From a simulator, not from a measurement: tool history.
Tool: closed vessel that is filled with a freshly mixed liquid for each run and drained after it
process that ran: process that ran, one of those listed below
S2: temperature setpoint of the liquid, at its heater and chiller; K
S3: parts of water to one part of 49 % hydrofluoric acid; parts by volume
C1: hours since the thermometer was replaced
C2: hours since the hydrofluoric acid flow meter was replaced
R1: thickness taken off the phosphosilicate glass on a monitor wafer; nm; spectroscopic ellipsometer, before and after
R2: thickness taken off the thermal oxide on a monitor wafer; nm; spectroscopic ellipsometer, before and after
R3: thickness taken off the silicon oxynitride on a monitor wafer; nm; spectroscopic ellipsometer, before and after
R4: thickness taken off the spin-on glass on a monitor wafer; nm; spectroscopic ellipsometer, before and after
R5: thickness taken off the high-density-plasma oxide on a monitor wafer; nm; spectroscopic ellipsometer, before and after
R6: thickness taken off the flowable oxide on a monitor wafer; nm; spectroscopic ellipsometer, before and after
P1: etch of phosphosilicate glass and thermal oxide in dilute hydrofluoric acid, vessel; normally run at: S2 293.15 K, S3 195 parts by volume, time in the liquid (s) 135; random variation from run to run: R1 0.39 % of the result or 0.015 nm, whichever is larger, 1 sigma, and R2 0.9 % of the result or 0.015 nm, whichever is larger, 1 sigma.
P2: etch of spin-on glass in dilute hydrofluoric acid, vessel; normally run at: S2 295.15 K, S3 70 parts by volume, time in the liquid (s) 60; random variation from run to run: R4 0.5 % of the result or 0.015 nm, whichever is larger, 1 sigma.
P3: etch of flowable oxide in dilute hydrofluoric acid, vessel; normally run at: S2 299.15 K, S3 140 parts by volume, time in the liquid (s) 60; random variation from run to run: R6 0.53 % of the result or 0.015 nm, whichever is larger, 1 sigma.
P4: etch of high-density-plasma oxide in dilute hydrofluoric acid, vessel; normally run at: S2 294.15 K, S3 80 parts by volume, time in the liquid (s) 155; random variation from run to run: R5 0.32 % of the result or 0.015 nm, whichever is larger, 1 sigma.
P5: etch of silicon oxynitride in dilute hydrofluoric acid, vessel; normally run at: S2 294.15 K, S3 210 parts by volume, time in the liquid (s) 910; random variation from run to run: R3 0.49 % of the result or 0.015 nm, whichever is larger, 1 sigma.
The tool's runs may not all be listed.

run 1 hour=12 | process_that_ran=P1 S2=293.15 S3=195 time_in_the_liquid_(s)=135 | C1=766.8 C2=428.3 | R1=48.353 R2=2.5767
run 2 hour=23 | process_that_ran=P5 S2=294.15 S3=65 time_in_the_liquid_(s)=910 | C1=777.8 C2=439.3 | R3=56.616
run 3 hour=36 | process_that_ran=P2 S2=295.15 S3=70 time_in_the_liquid_(s)=60 | C1=790.8 C2=452.3 | R4=25.838
run 4 hour=46.5 | process_that_ran=P1 S2=299.65 S3=275 time_in_the_liquid_(s)=135 | C1=801.3 C2=462.8 | R1=39.805 R2=2.1383
run 5 hour=60.5 | process_that_ran=P4 S2=300.65 S3=80 time_in_the_liquid_(s)=155 | C1=815.3 C2=476.8 | R5=17.22
run 6 hour=73.6 | process_that_ran=P5 S2=294.15 S3=210 time_in_the_liquid_(s)=910 | C1=828.4 C2=489.9 | R3=15.743
run 7 hour=84.7 | process_that_ran=P3 S2=299.15 S3=140 time_in_the_liquid_(s)=60 | C1=839.5 C2=501 | R6=15.466
run 8 hour=98.7 | process_that_ran=P3 S2=299.15 S3=140 time_in_the_liquid_(s)=60 | C1=853.5 C2=515 | R6=15.375
run 9 hour=108.1 | process_that_ran=P1 S2=293.15 S3=195 time_in_the_liquid_(s)=55 | C1=862.9 C2=524.4 | R1=19.806 R2=1.0605
run 10 hour=117.7 | process_that_ran=P1 S2=290.15 S3=195 time_in_the_liquid_(s)=135 | C1=872.5 C2=534 | R1=42.82 R2=2.2321
run 11 hour=131.5 | process_that_ran=P3 S2=299.15 S3=140 time_in_the_liquid_(s)=30 | C1=886.3 C2=547.8 | R6=7.6699
run 12 hour=143.8 | process_that_ran=P2 S2=295.15 S3=20 time_in_the_liquid_(s)=60 | C1=898.6 C2=560.1 | R4=95.26
run 13 hour=152.7 | process_that_ran=P2 S2=295.15 S3=70 time_in_the_liquid_(s)=60 | C1=907.5 C2=569 | R4=25.658
run 14 hour=165.3 | process_that_ran=P1 S2=293.15 S3=40 time_in_the_liquid_(s)=135 | C1=920.1 C2=581.6 | R1=278.04 R2=14.761
run 15 hour=176.3 | process_that_ran=P4 S2=294.15 S3=80 time_in_the_liquid_(s)=155 | C1=931.1 C2=592.6 | R5=13.302
run 16 hour=192.6 | process_that_ran=P1 S2=298.65 S3=195 time_in_the_liquid_(s)=235 | C1=947.4 C2=608.9 | R1=102.94 R2=5.4554
run 17 hour=201.1 | process_that_ran=P3 S2=306.65 S3=140 time_in_the_liquid_(s)=60 | C1=955.9 C2=617.4 | R6=20.23
run 18 hour=217 | process_that_ran=P1 S2=293.15 S3=195 time_in_the_liquid_(s)=135 | C1=971.8 C2=633.3 | R1=48.697 R2=2.5565
run 19 hour=225.6 | process_that_ran=P1 S2=293.15 S3=195 time_in_the_liquid_(s)=135 | C1=980.4 C2=641.9 | R1=48.456 R2=2.5261
run 20 hour=240.1 | process_that_ran=P1 S2=293.15 S3=195 time_in_the_liquid_(s)=135 | C1=994.9 C2=656.4 | R1=48.16 R2=2.5149
run 21 hour=249.1 | process_that_ran=P1 S2=299.15 S3=195 time_in_the_liquid_(s)=135 | C1=1003.9 C2=665.4 | R1=60.581 R2=3.1438
run 22 hour=258.7 | process_that_ran=P4 S2=294.15 S3=80 time_in_the_liquid_(s)=30 | C1=1013.5 C2=675 | R5=2.5843
-- hour=263.7 hydrofluoric acid flow meter replaced
run 23 hour=273 | process_that_ran=P5 S2=294.15 S3=210 time_in_the_liquid_(s)=910 | C1=1027.8 C2=9.3 | R3=15.872
run 24 hour=289.3 | process_that_ran=P2 S2=303.65 S3=70 time_in_the_liquid_(s)=60 | C1=1044.1 C2=25.6 | R4=36.061
run 25 hour=304.1 | process_that_ran=P1 S2=298.15 S3=285 time_in_the_liquid_(s)=135 | C1=1058.9 C2=40.4 | R1=36.499 R2=1.8945
run 26 hour=319.3 | process_that_ran=P3 S2=299.15 S3=235 time_in_the_liquid_(s)=60 | C1=1074.1 C2=55.6 | R6=8.2399
run 27 hour=328.9 | process_that_ran=P1 S2=293.15 S3=195 time_in_the_liquid_(s)=255 | C1=1083.7 C2=65.2 | R1=91 R2=4.8151
run 28 hour=336.2 | process_that_ran=P4 S2=294.15 S3=125 time_in_the_liquid_(s)=155 | C1=1091 C2=72.5 | R5=8.1232
run 29 hour=350.2 | process_that_ran=P1 S2=293.15 S3=330 time_in_the_liquid_(s)=135 | C1=1105 C2=86.5 | R1=25.145 R2=1.3604
run 30 hour=365.4 | process_that_ran=P5 S2=294.15 S3=210 time_in_the_liquid_(s)=135 | C1=1120.2 C2=101.7 | R3=2.3652
run 31 hour=378 | process_that_ran=P2 S2=295.15 S3=70 time_in_the_liquid_(s)=105 | C1=1132.8 C2=114.3 | R4=45.116
run 32 hour=393.9 | process_that_ran=P4 S2=294.15 S3=80 time_in_the_liquid_(s)=155 | C1=1148.7 C2=130.2 | R5=13.284
run 33 hour=402 | process_that_ran=P5 S2=290.15 S3=210 time_in_the_liquid_(s)=910 | C1=1156.8 C2=138.3 | R3=13.139
run 34 hour=417.7 | process_that_ran=P1 S2=293.15 S3=195 time_in_the_liquid_(s)=135 | C1=1172.5 C2=154 | R1=48.204 R2=2.5527
run 35 hour=428.1 | process_that_ran=P1 S2=293.15 S3=195 time_in_the_liquid_(s)=135 | C1=1182.9 C2=164.4 | R1=47.085 R2=2.4527
run 36 hour=438.6 | process_that_ran=P1 S2=293.15 S3=195 time_in_the_liquid_(s)=135 | C1=1193.4 C2=174.9 | R1=46.224 R2=2.4719
run 37 hour=450 | process_that_ran=P1 S2=293.15 S3=195 time_in_the_liquid_(s)=135 | C1=1204.8 C2=186.3 | R1=45.535 R2=2.345
run 38 hour=464.6 | process_that_ran=P1 S2=293.15 S3=195 time_in_the_liquid_(s)=135 | C1=1219.4 C2=200.9 | R1=45.019 R2=2.3284
run 39 hour=477.2 | process_that_ran=P1 S2=293.15 S3=195 time_in_the_liquid_(s)=135 | C1=1232 C2=213.5 | R1=44.975 R2=2.366
run 40 hour=487.1 | process_that_ran=P1 S2=293.15 S3=195 time_in_the_liquid_(s)=135 | C1=1241.9 C2=223.4 | R1=44.808 R2=2.3316
run 41 hour=503.3 | process_that_ran=P1 S2=293.15 S3=195 time_in_the_liquid_(s)=135 | C1=1258.1 C2=239.6 | R1=45.015 R2=2.2836
run 42 hour=514.9 | process_that_ran=P1 S2=293.15 S3=195 time_in_the_liquid_(s)=135 | C1=1269.7 C2=251.2 | R1=44.572 R2=2.289
run 43 hour=522.6 | process_that_ran=P1 S2=293.15 S3=195 time_in_the_liquid_(s)=135 | C1=1277.4 C2=258.9 | R1=44.662 R2=2.3436

What P1 gives has crept away from where it was. These 2 causes fit the log equally well, each at the size given:
A: liquid colder than its thermometer reads (K) = 2.14
B: hydrofluoric acid flow below the setpoint (%) = 6.75
The creep began at about hour 417.7.

4 check runs are offered, one wafer each, their results left as question marks. Which one tells the causes apart?
run check 1 hour=530.3 | process_that_ran=P5 S2=290.15 S3=90 time_in_the_liquid_(s)=910 | R3=?
run check 2 hour=530.3 | process_that_ran=P3 S2=299.15 S3=190 time_in_the_liquid_(s)=60 | R6=?
run check 3 hour=530.3 | process_that_ran=P2 S2=300.65 S3=70 time_in_the_liquid_(s)=60 | R4=?
run check 4 hour=530.3 | process_that_ran=P4 S2=299.15 S3=80 time_in_the_liquid_(s)=50 | R5=?

What each check would give under each cause:
check=check_1 result=R3 if_A=29.682 if_B=30.735
check=check_2 result=R6 if_A=9.8903 if_B=9.8255
check=check_3 result=R4 if_A=29.362 if_B=29.596
check=check_4 result=R5 if_A=4.8323 if_B=4.8703
How far apart the two closest causes lie, in the result that separates them most: check 1 3.49 %; check 2 0.66 %; check 3 0.8 %; check 4 0.78 %
Check 1 tells the causes apart: in the others they would give nearly the same result.

Check 1 was then run and gave: R3 31.043 nm. Which cause is it?

It is B: hydrofluoric acid flow below the setpoint (%).

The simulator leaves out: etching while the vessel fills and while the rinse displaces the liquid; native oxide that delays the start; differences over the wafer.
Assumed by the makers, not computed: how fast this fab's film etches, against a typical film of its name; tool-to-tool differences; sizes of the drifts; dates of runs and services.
